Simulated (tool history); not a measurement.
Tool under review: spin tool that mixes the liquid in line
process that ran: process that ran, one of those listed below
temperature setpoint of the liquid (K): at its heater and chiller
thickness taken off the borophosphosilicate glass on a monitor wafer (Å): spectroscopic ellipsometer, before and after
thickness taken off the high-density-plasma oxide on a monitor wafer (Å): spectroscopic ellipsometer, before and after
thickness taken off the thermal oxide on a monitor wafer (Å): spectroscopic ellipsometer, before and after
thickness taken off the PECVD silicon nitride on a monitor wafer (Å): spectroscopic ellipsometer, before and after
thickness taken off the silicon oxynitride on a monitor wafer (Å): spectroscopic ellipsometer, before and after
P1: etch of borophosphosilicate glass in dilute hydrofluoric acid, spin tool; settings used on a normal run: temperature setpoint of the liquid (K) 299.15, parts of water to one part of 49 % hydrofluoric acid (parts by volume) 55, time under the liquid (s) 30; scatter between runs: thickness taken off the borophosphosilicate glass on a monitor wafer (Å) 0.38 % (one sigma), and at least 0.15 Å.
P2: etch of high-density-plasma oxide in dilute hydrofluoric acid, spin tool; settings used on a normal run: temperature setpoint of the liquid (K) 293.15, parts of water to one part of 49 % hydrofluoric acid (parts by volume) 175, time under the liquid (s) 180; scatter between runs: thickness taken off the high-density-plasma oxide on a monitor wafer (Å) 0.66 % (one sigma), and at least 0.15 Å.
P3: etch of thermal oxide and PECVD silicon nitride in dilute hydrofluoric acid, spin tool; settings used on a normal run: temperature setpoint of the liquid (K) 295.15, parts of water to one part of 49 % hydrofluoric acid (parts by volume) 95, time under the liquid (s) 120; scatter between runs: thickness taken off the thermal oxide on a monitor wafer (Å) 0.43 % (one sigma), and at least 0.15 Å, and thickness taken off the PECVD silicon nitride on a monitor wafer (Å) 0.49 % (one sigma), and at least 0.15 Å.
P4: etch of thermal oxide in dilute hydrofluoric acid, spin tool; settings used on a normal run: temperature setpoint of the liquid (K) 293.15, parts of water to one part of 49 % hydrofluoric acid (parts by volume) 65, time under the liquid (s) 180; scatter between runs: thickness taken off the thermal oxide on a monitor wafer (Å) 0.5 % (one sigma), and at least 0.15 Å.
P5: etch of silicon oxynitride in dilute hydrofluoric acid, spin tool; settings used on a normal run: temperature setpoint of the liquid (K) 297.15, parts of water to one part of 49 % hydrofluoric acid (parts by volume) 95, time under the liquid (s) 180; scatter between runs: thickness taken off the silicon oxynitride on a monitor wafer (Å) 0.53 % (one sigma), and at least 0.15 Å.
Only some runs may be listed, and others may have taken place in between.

| run | day | process that ran | temperature setpoint of the liquid (K) | parts of water to one part of 49 % hydrofluoric acid (parts by volume) | time under the liquid (s) | hours since the thermometer was replaced | hours since the hydrofluoric acid flow meter was replaced | thickness taken off the borophosphosilicate glass on a monitor wafer (Å) | thickness taken off the high-density-plasma oxide on a monitor wafer (Å) | thickness taken off the thermal oxide on a monitor wafer (Å) | thickness taken off the PECVD silicon nitride on a monitor wafer (Å) | thickness taken off the silicon oxynitride on a monitor wafer (Å) |
|---|---|---|---|---|---|---|---|---|---|---|---|---|
| 1 | 0.6 | P1 | 299.15 | 55 | 30 | 236.1 | 879.8 | 210.55 |  |  |  |  |
| 2 | 1.125 | P1 | 299.15 | 55 | 30 | 248.7 | 892.4 | 211.04 |  |  |  |  |
| 3 | 1.683 | P2 | 293.15 | 85 | 180 | 262.1 | 905.8 |  | 99.976 |  |  |  |
| 4 | 2.154 | P3 | 295.15 | 95 | 120 | 273.4 | 917.1 |  |  | 56.908 | 60.665 |  |
| 5 | 2.625 | P5 | 297.15 | 95 | 180 | 284.7 | 928.4 |  |  |  |  | 41.431 |
| 6 | 2.992 | P1 | 299.15 | 55 | 30 | 293.5 | 937.2 | 210.76 |  |  |  |  |
| 7 | 3.462 | P2 | 298.15 | 175 | 180 | 304.8 | 948.5 |  | 53.401 |  |  |  |
| 8 | 3.817 | P5 | 297.15 | 95 | 345 | 313.3 | 957 |  |  |  |  | 78.943 |
| 9 | 4.371 | P4 | 290.15 | 65 | 180 | 326.6 | 970.3 |  |  | 100.48 |  |  |
| 10 | 4.704 | P1 | 299.15 | 90 | 30 | 334.6 | 978.3 | 123.8 |  |  |  |  |
| 11 | 5.088 | P3 | 295.15 | 95 | 15 | 343.8 | 987.5 |  |  | 7.1223 | 7.7311 |  |
| 12 | 5.458 | P4 | 293.15 | 65 | 15 | 352.7 | 996.4 |  |  | 9.5183 |  |  |
| 13 | 6.004 | P1 | 299.15 | 55 | 30 | 365.8 | 1009.5 | 210.24 |  |  |  |  |
| 14 | 6.604 | P4 | 293.15 | 105 | 180 | 380.2 | 1023.9 |  |  | 67.99 |  |  |
| 15 | 7.117 | P1 | 299.15 | 55 | 15 | 392.5 | 1036.2 | 105.35 |  |  |  |  |
| 16 | 7.533 | P2 | 293.15 | 175 | 180 | 402.5 | 1046.2 |  | 43.735 |  |  |  |
| 17 | 8 | P4 | 293.15 | 65 | 180 | 413.7 | 1057.4 |  |  | 114.64 |  |  |
|  | 8.262 | hydrofluoric acid flow meter replaced |
| 18 | 8.288 | P3 | 295.15 | 40 | 120 | 420.6 | 0.7 |  |  | 143.35 | 142.73 |  |
| 19 | 8.683 | P2 | 293.15 | 175 | 340 | 430.1 | 10.2 |  | 82.048 |  |  |  |
| 20 | 8.954 | P1 | 299.15 | 55 | 30 | 436.6 | 16.7 | 211.61 |  |  |  |  |
| 21 | 9.375 | P1 | 304.15 | 20 | 30 | 446.7 | 26.8 | 747.81 |  |  |  |  |
| 22 | 9.783 | P5 | 297.15 | 170 | 180 | 456.5 | 36.6 |  |  |  |  | 21.685 |
| 23 | 10.242 | P3 | 291.15 | 95 | 120 | 467.5 | 47.6 |  |  | 48.034 | 45.997 |  |
| 24 | 10.858 | P1 | 299.15 | 55 | 55 | 482.3 | 62.4 | 384.96 |  |  |  |  |
| 25 | 11.4 | P1 | 305.15 | 55 | 30 | 495.3 | 75.4 | 265.88 |  |  |  |  |
| 26 | 11.821 | P5 | 292.15 | 95 | 180 | 505.4 | 85.5 |  |  |  |  | 32.254 |
| 27 | 12.346 | P5 | 297.15 | 95 | 180 | 518 | 98.1 |  |  |  |  | 41.163 |
| 28 | 12.954 | P1 | 292.65 | 55 | 30 | 532.6 | 112.7 | 159.72 |  |  |  |  |
| 29 | 13.375 | P3 | 295.15 | 95 | 120 | 542.7 | 122.8 |  |  | 56.562 | 60.654 |  |
| 30 | 13.854 | P1 | 299.15 | 20 | 30 | 554.2 | 134.3 | 605.09 |  |  |  |  |
| 31 | 14.142 | P1 | 295.15 | 20 | 30 | 561.1 | 141.2 | 508.69 |  |  |  |  |
| 32 | 14.596 | P1 | 299.15 | 55 | 30 | 572 | 152.1 | 210.54 |  |  |  |  |
| 33 | 15.004 | P1 | 299.15 | 55 | 30 | 581.8 | 161.9 | 219.54 |  |  |  |  |
| 34 | 15.512 | P1 | 299.15 | 55 | 30 | 594 | 174.1 | 222.03 |  |  |  |  |
| 35 | 15.817 | P1 | 299.15 | 55 | 30 | 601.3 | 181.4 | 226.22 |  |  |  |  |
| 36 | 16.25 | P1 | 299.15 | 55 | 30 | 611.7 | 191.8 | 225.37 |  |  |  |  |
| 37 | 16.817 | P1 | 299.15 | 55 | 30 | 625.3 | 205.4 | 228.12 |  |  |  |  |
| 38 | 17.442 | P1 | 299.15 | 55 | 30 | 640.3 | 220.4 | 228.62 |  |  |  |  |
| 39 | 17.783 | P1 | 299.15 | 55 | 30 | 648.5 | 228.6 | 228.56 |  |  |  |  |
| 40 | 18.154 | P1 | 299.15 | 55 | 30 | 657.4 | 237.5 | 232 |  |  |  |  |
| 41 | 18.662 | P1 | 299.15 | 55 | 30 | 669.6 | 249.7 | 230.21 |  |  |  |  |

Compared with where it was, what P1 gives has crept away. Each cause listed below fits the log as well as the rest, at the size given for it:
A: liquid hotter than its thermometer reads (K) = 2.34
B: hydrofluoric acid flow above the setpoint (%) = 9.1
The process output started creeping at around day 14.596.

Of the 4 check runs listed below, each run on one wafer and each result written as a question mark, which would let you distinguish the listed causes because they would give clearly different results?
| check 1 | 19.171 | P2 | 296.15 | 175 | 180 |  |  |  | ? |  |  |  |
| check 2 | 19.171 | P3 | 295.15 | 95 | 40 |  |  |  |  | ? | ? |  |
| check 3 | 19.171 | P5 | 297.15 | 155 | 280 |  |  |  |  |  |  | ? |
| check 4 | 19.171 | P4 | 290.15 | 65 | 180 |  |  |  |  | ? |  |  |

What every check run would give for each of its results, assuming each possible cause in turn:
| check | result | if A | if B |
|---|---|---|---|
| check 1 | thickness taken off the high-density-plasma oxide on a monitor wafer (Å) | 54.18 | 55.014 |
| check 2 | thickness taken off the thermal oxide on a monitor wafer (Å) | 20.731 | 20.788 |
| check 2 | thickness taken off the PECVD silicon nitride on a monitor wafer (Å) | 23.671 | 22.067 |
| check 3 | thickness taken off the silicon oxynitride on a monitor wafer (Å) | 41.601 | 41.25 |
| check 4 | thickness taken off the thermal oxide on a monitor wafer (Å) | 111.22 | 110.46 |
Gap, in per cent, between the two causes that each check separates least, read from the result that separates them most: check 1 1.53 %; check 2 7.02 %; check 3 0.85 %; check 4 0.68 %
Check 2 is the one run that separates the causes; every other check would come out nearly the same whichever cause is at work.

Check 2 was carried out, with these results: thickness taken off the thermal oxide on a monitor wafer (Å) 20.57; thickness taken off the PECVD silicon nitride on a monitor wafer (Å) 23.685. Which of the listed causes is responsible?

The correct cause is A, namely: liquid hotter than its thermometer reads (K).
